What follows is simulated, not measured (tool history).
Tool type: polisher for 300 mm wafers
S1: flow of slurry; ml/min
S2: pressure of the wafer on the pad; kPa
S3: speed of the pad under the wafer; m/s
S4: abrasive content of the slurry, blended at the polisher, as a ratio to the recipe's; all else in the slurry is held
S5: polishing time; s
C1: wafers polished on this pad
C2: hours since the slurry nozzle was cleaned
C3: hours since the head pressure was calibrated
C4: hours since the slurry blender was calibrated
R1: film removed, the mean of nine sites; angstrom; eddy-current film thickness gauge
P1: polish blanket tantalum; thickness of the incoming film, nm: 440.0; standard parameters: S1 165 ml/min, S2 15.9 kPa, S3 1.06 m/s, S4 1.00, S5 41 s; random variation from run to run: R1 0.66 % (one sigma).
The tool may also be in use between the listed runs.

{"run": 1, "hour": 8.1, "S1": 165, "S2": 15.9, "S3": 1.06, "S4": 1.0, "S5": 41, "C1": 422, "C2": 477.6, "C3": 378.2, "C4": 259.1, "R1": 704.44}
{"run": 2, "hour": 23.4, "S1": 165, "S2": 15.9, "S3": 1.06, "S4": 1.0, "S5": 41, "C1": 654, "C2": 492.9, "C3": 393.5, "C4": 274.4, "R1": 707.94}
{"run": 3, "hour": 41.5, "S1": 165, "S2": 15.9, "S3": 1.54, "S4": 1.0, "S5": 41, "C1": 928, "C2": 511.0, "C3": 411.6, "C4": 292.5, "R1": 1032.5}
{"hour": 51.9, "done": "head pressure recalibrated"}
{"run": 4, "hour": 59.4, "S1": 230, "S2": 15.9, "S3": 1.06, "S4": 1.0, "S5": 32, "C1": 1199, "C2": 528.9, "C3": 7.5, "C4": 310.4, "R1": 580.09}
{"run": 5, "hour": 74.8, "S1": 165, "S2": 15.9, "S3": 0.48, "S4": 1.0, "S5": 41, "C1": 1432, "C2": 544.3, "C3": 22.9, "C4": 325.8, "R1": 320.92}
{"run": 6, "hour": 87.7, "S1": 165, "S2": 15.9, "S3": 1.06, "S4": 1.0, "S5": 41, "C1": 1628, "C2": 557.2, "C3": 35.8, "C4": 338.7, "R1": 707.98}
{"run": 7, "hour": 99.0, "S1": 165, "S2": 15.9, "S3": 1.06, "S4": 1.0, "S5": 41, "C1": 1799, "C2": 568.5, "C3": 47.1, "C4": 350.0, "R1": 710.55}
{"run": 8, "hour": 113.3, "S1": 165, "S2": 21.4, "S3": 1.06, "S4": 1.0, "S5": 41, "C1": 2016, "C2": 582.8, "C3": 61.4, "C4": 364.3, "R1": 948.85}
{"hour": 120.5, "done": "slurry nozzle cleaned"}
{"run": 9, "hour": 128.0, "S1": 165, "S2": 15.9, "S3": 1.06, "S4": 0.5, "S5": 41, "C1": 2238, "C2": 7.6, "C3": 76.1, "C4": 379.0, "R1": 549.41}
{"run": 10, "hour": 145.8, "S1": 165, "S2": 15.9, "S3": 1.06, "S4": 1.45, "S5": 41, "C1": 2508, "C2": 25.4, "C3": 93.9, "C4": 396.8, "R1": 775.27}
{"run": 11, "hour": 158.1, "S1": 165, "S2": 15.9, "S3": 1.06, "S4": 1.0, "S5": 57, "C1": 2694, "C2": 37.7, "C3": 106.2, "C4": 409.1, "R1": 981.96}
{"run": 12, "hour": 168.9, "S1": 250, "S2": 15.9, "S3": 1.06, "S4": 1.0, "S5": 41, "C1": 2858, "C2": 48.5, "C3": 117.0, "C4": 419.9, "R1": 747.13}
{"run": 13, "hour": 181.9, "S1": 100, "S2": 15.9, "S3": 1.06, "S4": 1.0, "S5": 41, "C1": 3055, "C2": 61.5, "C3": 130.0, "C4": 432.9, "R1": 641.16}
{"hour": 197.2, "done": "slurry blender recalibrated"}
{"run": 14, "hour": 200.1, "S1": 165, "S2": 15.9, "S3": 1.06, "S4": 1.0, "S5": 41, "C1": 3330, "C2": 79.7, "C3": 148.2, "C4": 3.0, "R1": 704.24}

What does the tool deliver on the next run?
{"run": 15, "hour": 209.8, "S1": 165, "S2": 15.9, "S3": 1.06, "S4": 1.0, "S5": 41, "C1": 3477, "C2": 89.4, "C3": 157.9, "C4": 12.7, "R1": "?"}

R1: 697.78 angstrom
